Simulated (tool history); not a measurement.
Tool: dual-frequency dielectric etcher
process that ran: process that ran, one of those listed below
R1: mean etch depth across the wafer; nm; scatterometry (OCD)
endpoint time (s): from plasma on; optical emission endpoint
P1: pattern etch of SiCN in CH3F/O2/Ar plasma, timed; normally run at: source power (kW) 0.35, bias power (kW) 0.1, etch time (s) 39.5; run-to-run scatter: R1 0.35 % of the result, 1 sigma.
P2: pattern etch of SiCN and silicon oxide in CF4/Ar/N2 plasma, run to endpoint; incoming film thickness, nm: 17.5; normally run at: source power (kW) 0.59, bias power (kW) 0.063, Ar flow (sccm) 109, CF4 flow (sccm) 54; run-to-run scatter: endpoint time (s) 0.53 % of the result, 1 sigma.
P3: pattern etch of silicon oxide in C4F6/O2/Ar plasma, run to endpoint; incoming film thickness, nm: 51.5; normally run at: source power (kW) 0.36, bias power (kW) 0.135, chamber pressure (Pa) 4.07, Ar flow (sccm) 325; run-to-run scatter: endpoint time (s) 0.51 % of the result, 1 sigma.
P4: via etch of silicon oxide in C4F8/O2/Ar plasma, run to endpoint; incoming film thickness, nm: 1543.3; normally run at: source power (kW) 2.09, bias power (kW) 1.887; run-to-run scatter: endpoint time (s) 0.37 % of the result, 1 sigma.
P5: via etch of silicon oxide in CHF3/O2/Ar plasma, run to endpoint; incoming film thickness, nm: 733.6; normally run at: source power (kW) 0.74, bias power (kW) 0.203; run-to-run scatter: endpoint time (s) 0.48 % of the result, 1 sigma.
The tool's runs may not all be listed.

Run 1, hour 8.2: process that ran P1, source power (kW) 0.35, bias power (kW) 0.1, etch time (s) 39.5. Result: R1 16.007 nm.
Run 2, hour 13.9: process that ran P3, source power (kW) 0.43, bias power (kW) 0.135, chamber pressure (Pa) 4.07, Ar flow (sccm) 325. Result: endpoint time (s) 17.719.
Run 3, hour 22.1: process that ran P5, source power (kW) 0.74, bias power (kW) 0.256. Result: endpoint time (s) 303.35.
Run 4, hour 28: process that ran P1, source power (kW) 0.35, bias power (kW) 0.128, etch time (s) 53. Result: R1 23.614 nm.
Run 5, hour 34.3: process that ran P5, source power (kW) 0.74, bias power (kW) 0.203. Result: endpoint time (s) 327.26.
Run 6, hour 41.9: process that ran P1, source power (kW) 0.24, bias power (kW) 0.1, etch time (s) 39.5. Result: R1 13.954 nm.
Run 7, hour 46.1: process that ran P2, source power (kW) 0.72, bias power (kW) 0.063, Ar flow (sccm) 109, CF4 flow (sccm) 54. Result: endpoint time (s) 15.088.
Run 8, hour 54.4: process that ran P2, source power (kW) 0.59, bias power (kW) 0.063, Ar flow (sccm) 109, CF4 flow (sccm) 74. Result: endpoint time (s) 16.923.
Run 9, hour 58.2: process that ran P3, source power (kW) 0.36, bias power (kW) 0.135, chamber pressure (Pa) 4.07, Ar flow (sccm) 220. Result: endpoint time (s) 18.231.
Run 10, hour 64.8: process that ran P4, source power (kW) 2.09, bias power (kW) 1.313. Result: endpoint time (s) 343.84.
Run 11, hour 71.3: process that ran P1, source power (kW) 0.35, bias power (kW) 0.1, etch time (s) 39.5. Result: R1 16.016 nm.
Run 12, hour 75.2: process that ran P2, source power (kW) 0.59, bias power (kW) 0.063, Ar flow (sccm) 67, CF4 flow (sccm) 54. Result: endpoint time (s) 16.748.
Run 13, hour 79.4: process that ran P1, source power (kW) 0.35, bias power (kW) 0.137, etch time (s) 24. Result: R1 10.981 nm.
Run 14, hour 84.3: process that ran P2, source power (kW) 0.59, bias power (kW) 0.063, Ar flow (sccm) 109, CF4 flow (sccm) 54. Result: endpoint time (s) 17.896.
Run 15, hour 92.1: process that ran P1, source power (kW) 0.46, bias power (kW) 0.1, etch time (s) 39.5. Result: R1 17.616 nm.
Run 16, hour 98.1: process that ran P1, source power (kW) 0.35, bias power (kW) 0.1, etch time (s) 39.5. Result: R1 15.957 nm.
Run 17, hour 106: process that ran P1, source power (kW) 0.35, bias power (kW) 0.1, etch time (s) 39.5. Result: R1 16.004 nm.
Run 18, hour 112.1: process that ran P1, source power (kW) 0.35, bias power (kW) 0.135, etch time (s) 39.5. Result: R1 17.907 nm.
Run 19, hour 116.5: process that ran P2, source power (kW) 0.59, bias power (kW) 0.063, Ar flow (sccm) 109, CF4 flow (sccm) 54. Result: endpoint time (s) 18.149.
At hour 122.2: bias power generator calibrated.
Run 20, hour 124.1: process that ran P3, source power (kW) 0.36, bias power (kW) 0.135, chamber pressure (Pa) 5.2, Ar flow (sccm) 325. Result: endpoint time (s) 19.756.
Run 21, hour 131.2: process that ran P3, source power (kW) 0.36, bias power (kW) 0.098, chamber pressure (Pa) 4.07, Ar flow (sccm) 325. Result: endpoint time (s) 20.978.
Run 22, hour 136: process that ran P1, source power (kW) 0.35, bias power (kW) 0.1, etch time (s) 39.5. Result: R1 16.03 nm.
At hour 136.8: source power generator calibrated.
Run 23, hour 143.3: process that ran P5, source power (kW) 0.45, bias power (kW) 0.203. Result: endpoint time (s) 397.
Run 24, hour 148.5: process that ran P3, source power (kW) 0.36, bias power (kW) 0.135, chamber pressure (Pa) 4.07, Ar flow (sccm) 325. Result: endpoint time (s) 19.293.
Run 25, hour 153.9: process that ran P1, source power (kW) 0.35, bias power (kW) 0.1, etch time (s) 39.5. Result: R1 15.904 nm.
Run 26, hour 162.3: process that ran P2, source power (kW) 0.59, bias power (kW) 0.044, Ar flow (sccm) 109, CF4 flow (sccm) 54. Result: endpoint time (s) 20.391.
Run 27, hour 167.1: process that ran P1, source power (kW) 0.35, bias power (kW) 0.1, etch time (s) 48. Result: R1 19.361 nm.
Run 28, hour 171.9: process that ran P1, source power (kW) 0.35, bias power (kW) 0.1, etch time (s) 27. Result: R1 10.889 nm.
Run 29, hour 176.4: process that ran P4, source power (kW) 2.54, bias power (kW) 1.887. Result: endpoint time (s) 285.95.
Run 30, hour 181: process that ran P1, source power (kW) 0.35, bias power (kW) 0.082, etch time (s) 39.5. Result: R1 14.843 nm.
Run 31, hour 186.6: process that ran P4, source power (kW) 2.09, bias power (kW) 1.887. Result: endpoint time (s) 308.31.
Run 32, hour 192.4: process that ran P1, source power (kW) 0.35, bias power (kW) 0.1, etch time (s) 39.5. Result: R1 16.065 nm.
Run 33, hour 198.6: process that ran P1, source power (kW) 0.35, bias power (kW) 0.1, etch time (s) 39.5. Result: R1 16.117 nm.
Run 34, hour 206: process that ran P1, source power (kW) 0.35, bias power (kW) 0.1, etch time (s) 39.5. Result: R1 16.143 nm.
At hour 209.4: wet clean of the chamber.
Run 35, hour 213.2: process that ran P1, source power (kW) 0.35, bias power (kW) 0.1, etch time (s) 39.5. Result: R1 16.335 nm.
Run 36, hour 217.9: process that ran P1, source power (kW) 0.35, bias power (kW) 0.1, etch time (s) 39.5. Result: R1 16.253 nm.
Run 37, hour 223.8: process that ran P1, source power (kW) 0.35, bias power (kW) 0.1, etch time (s) 39.5. Result: R1 16.293 nm.
Run 38, hour 228.7: process that ran P1, source power (kW) 0.35, bias power (kW) 0.1, etch time (s) 39.5. Result: R1 16.179 nm.

What P1 gives has crept away from where it was. These 2 causes fit the log equally well, each at the size given:
A: bias power that arrives over what is set, % = 4.65
B: source power that arrives over what is set, % = 4.83
The creep began at about hour 192.4.
Why every other cause is out:
chamber walls in a state that raises the etch rate, %: serviced at hour 209.4, which brought nothing back

4 check runs are offered, each on 2 wafers whose results are averaged, their results left as question marks. Which one tells the causes apart?
Run check 1, hour 233.6: process that ran P3, source power (kW) 0.36, bias power (kW) 0.135, chamber pressure (Pa) 4.07, Ar flow (sccm) 234. Result: endpoint time (s) ?.
Run check 2, hour 233.6: process that ran P5, source power (kW) 0.46, bias power (kW) 0.203. Result: endpoint time (s) ?.
Run check 3, hour 233.6: process that ran P4, source power (kW) 2.52, bias power (kW) 1.887. Result: endpoint time (s) ?.
Run check 4, hour 233.6: process that ran P2, source power (kW) 0.59, bias power (kW) 0.063, Ar flow (sccm) 109, CF4 flow (sccm) 69. Result: endpoint time (s) ?.

What each check would give under each cause:
  check             result    if A    if B
check 1  endpoint time (s)  18.199  18.107
check 2  endpoint time (s)   386.8  386.08
check 3  endpoint time (s)  283.76  281.96
check 4  endpoint time (s)  17.057  16.604
How far apart the two closest causes lie, in the result that separates them most: check 1 0.5 %; check 2 0.18 %; check 3 0.63 %; check 4 2.69 %
Check 4 tells the causes apart: in the others they would give nearly the same result.

Then check 4 was run and gave: endpoint time (s) 16.626. Which cause is it?

It is B: source power that arrives over what is set, %.
